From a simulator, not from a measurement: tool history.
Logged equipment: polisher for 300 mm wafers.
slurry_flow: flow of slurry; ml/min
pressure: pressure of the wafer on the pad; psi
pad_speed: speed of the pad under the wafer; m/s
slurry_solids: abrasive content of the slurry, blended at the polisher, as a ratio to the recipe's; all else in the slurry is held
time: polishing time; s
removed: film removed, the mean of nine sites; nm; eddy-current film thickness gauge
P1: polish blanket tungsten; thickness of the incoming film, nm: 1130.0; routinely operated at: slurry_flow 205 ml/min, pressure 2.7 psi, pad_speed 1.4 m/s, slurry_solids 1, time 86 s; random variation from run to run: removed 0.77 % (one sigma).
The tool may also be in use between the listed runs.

| run | day | slurry_flow | pressure | pad_speed | slurry_solids | time | removed |
|---|---|---|---|---|---|---|---|
| 1 | 0.629 | 205 | 2.7 | 1.4 | 1 | 86 | 404.85 |
| 2 | 0.933 | 205 | 2.7 | 1.4 | 1 | 86 | 406.56 |
| 3 | 1.492 | 205 | 2.7 | 2.12 | 1 | 86 | 619.7 |
| 4 | 1.917 | 205 | 2.7 | 1.4 | 1 | 86 | 402.84 |
| 5 | 2.358 | 205 | 1.5 | 1.4 | 1.45 | 86 | 246.21 |
| 6 | 2.733 | 205 | 2.7 | 1.4 | 1 | 132 | 632.14 |
| 7 | 3.271 | 125 | 2.7 | 1.4 | 1 | 86 | 376.31 |
|  | 3.304 | head pressure recalibrated |
| 8 | 3.625 | 205 | 2.7 | 0.76 | 1 | 86 | 219.97 |
| 9 | 4.158 | 205 | 2.7 | 1.4 | 1 | 86 | 406.23 |
| 10 | 4.704 | 205 | 3.6 | 1.4 | 1 | 86 | 544.92 |
| 11 | 5.071 | 205 | 2.7 | 1.4 | 1 | 59 | 280.22 |
| 12 | 5.642 | 205 | 2.7 | 1.4 | 1 | 86 | 405.03 |
| 13 | 6.217 | 205 | 1.3 | 1.4 | 1 | 86 | 197.2 |
| 14 | 6.538 | 205 | 2.7 | 1.4 | 1 | 86 | 403.81 |
| 15 | 6.842 | 205 | 2.7 | 1.4 | 1.5 | 86 | 447.93 |
| 16 | 7.142 | 205 | 2.7 | 1.4 | 0.7 | 86 | 371.51 |
| 17 | 7.662 | 285 | 2.7 | 1.4 | 1 | 86 | 419.74 |
| 18 | 8.025 | 205 | 2.7 | 1.4 | 1 | 86 | 411.46 |
| 19 | 8.362 | 205 | 2.7 | 1.4 | 1 | 86 | 402.21 |
| 20 | 8.775 | 205 | 2.7 | 1.4 | 1 | 86 | 398.48 |
| 21 | 9.125 | 205 | 2.7 | 1.4 | 1 | 86 | 392.78 |
| 22 | 9.429 | 205 | 2.7 | 1.4 | 1 | 86 | 387.32 |
| 23 | 9.896 | 205 | 2.7 | 1.4 | 1 | 86 | 384.84 |
|  | 9.917 | slurry blender recalibrated |
|  | 9.983 | head pressure recalibrated |
|  | 10.358 | worn pad replaced by a new one |
| 24 | 10.496 | 205 | 2.7 | 1.4 | 1 | 86 | 377.98 |
| 25 | 10.783 | 205 | 2.7 | 1.4 | 1 | 86 | 376.3 |
| 26 | 11.404 | 205 | 2.7 | 1.4 | 1 | 86 | 374.19 |
| 27 | 12.033 | 205 | 2.7 | 1.4 | 1 | 86 | 375.53 |
| 28 | 12.371 | 205 | 2.7 | 1.4 | 1 | 86 | 372.33 |

What P1 gives has crept away from where it was. These 2 causes fit the log equally well, each at the size given:
A: slurry flow missing at the pad, % = 39.6
B: peroxide lost from the slurry, % = 19.2
At approximately day 8.025, the process output began to creep.
What rules out each remaining cause:
removal rate lost through wear of the pad, %: serviced at day 10.358, which brought nothing back
head's pressure below its setpoint, %: serviced at day 9.983, which brought nothing back
abrasive missing from the slurry, %: serviced at day 9.917, which brought nothing back

The list below offers 4 check runs, each averaging the results of 2 wafers, and shows each result as a question mark. For which of them would the listed causes give clearly different results?
| check 1 | 12.708 | 205 | 2.7 | 1.4 | 1.4 | 109 | ? |
| check 2 | 12.708 | 205 | 1.4 | 0.82 | 1 | 86 | ? |
| check 3 | 12.708 | 125 | 3.4 | 1.4 | 1 | 86 | ? |
| check 4 | 12.708 | 205 | 2.7 | 2.1 | 1 | 132 | ? |

What each check would give under each cause:
| check | result | if A | if B |
|---|---|---|---|
| check 1 | removed | 514.18 | 514.09 |
| check 2 | removed | 113.64 | 113.62 |
| check 3 | removed | 414.86 | 434.51 |
| check 4 | removed | 861.47 | 861.32 |
Per check, the gap between the least separated pair of causes, taken in the result that splits them most: check 1 0.02 %; check 2 0.02 %; check 3 4.63 %; check 4 0.02 %
Of the check runs offered, only check 3 discriminates between the causes; the rest would read about the same regardless of which cause applies.

Check 3 was then run and gave: removed 414.66 nm. Which cause is it?

The correct cause is A, namely: slurry flow missing at the pad, %.
